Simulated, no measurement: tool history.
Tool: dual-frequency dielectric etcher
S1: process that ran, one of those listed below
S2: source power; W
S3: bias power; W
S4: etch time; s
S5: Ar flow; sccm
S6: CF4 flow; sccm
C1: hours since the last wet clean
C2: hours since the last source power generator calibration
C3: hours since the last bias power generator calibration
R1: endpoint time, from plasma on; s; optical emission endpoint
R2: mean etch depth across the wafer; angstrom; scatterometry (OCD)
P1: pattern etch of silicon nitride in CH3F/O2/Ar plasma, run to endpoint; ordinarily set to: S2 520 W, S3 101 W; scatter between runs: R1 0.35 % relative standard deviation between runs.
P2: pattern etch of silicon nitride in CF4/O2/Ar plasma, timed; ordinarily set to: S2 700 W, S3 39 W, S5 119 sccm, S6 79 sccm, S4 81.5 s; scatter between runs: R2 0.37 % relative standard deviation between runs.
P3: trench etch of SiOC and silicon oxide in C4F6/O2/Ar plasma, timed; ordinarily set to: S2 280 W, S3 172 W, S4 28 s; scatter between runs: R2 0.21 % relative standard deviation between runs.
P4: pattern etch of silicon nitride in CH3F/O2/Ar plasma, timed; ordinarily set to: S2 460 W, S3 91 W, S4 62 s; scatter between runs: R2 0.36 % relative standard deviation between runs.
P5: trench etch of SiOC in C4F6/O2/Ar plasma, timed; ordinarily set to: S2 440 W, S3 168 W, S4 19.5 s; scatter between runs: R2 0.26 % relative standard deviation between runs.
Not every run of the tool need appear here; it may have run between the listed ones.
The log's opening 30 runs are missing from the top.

Run 31, hour 370.5: S1 P1, S2 520 W, S3 101 W; C1 709.3; C2 761.7; C3 1397.1. Result: R1 24.025 s.
Run 32, hour 380.7: S1 P1, S2 520 W, S3 101 W; C1 719.5; C2 771.9; C3 1407.3. Result: R1 24.063 s.
Run 33, hour 390.9: S1 P1, S2 520 W, S3 101 W; C1 729.7; C2 782.1; C3 1417.5. Result: R1 24.14 s.
Run 34, hour 402: S1 P1, S2 520 W, S3 101 W; C1 740.8; C2 793.2; C3 1428.6. Result: R1 24.191 s.
Run 35, hour 412.8: S1 P1, S2 520 W, S3 101 W; C1 751.6; C2 804; C3 1439.4. Result: R1 24.23 s.
Run 36, hour 424.3: S1 P1, S2 520 W, S3 101 W; C1 763.1; C2 815.5; C3 1450.9. Result: R1 24.26 s.
Run 37, hour 431.7: S1 P1, S2 520 W, S3 101 W; C1 770.5; C2 822.9; C3 1458.3. Result: R1 24.131 s.
At hour 438.6: wet clean of the chamber.
Run 38, hour 441.8: S1 P1, S2 520 W, S3 101 W; C1 3.2; C2 833; C3 1468.4. Result: R1 24.318 s.
Run 39, hour 456.7: S1 P1, S2 520 W, S3 101 W; C1 18.1; C2 847.9; C3 1483.3. Result: R1 24.121 s.
Run 40, hour 472.9: S1 P1, S2 520 W, S3 101 W; C1 34.3; C2 864.1; C3 1499.5. Result: R1 24.341 s.
Run 41, hour 486.3: S1 P1, S2 520 W, S3 101 W; C1 47.7; C2 877.5; C3 1512.9. Result: R1 24.453 s.

For run 42, what comes out?
Run 42, hour 499.3: S1 P1, S2 520 W, S3 101 W; C1 60.7; C2 890.5; C3 1525.9. Result: R1 ?.

Run 42 measured R1 24.15 s.
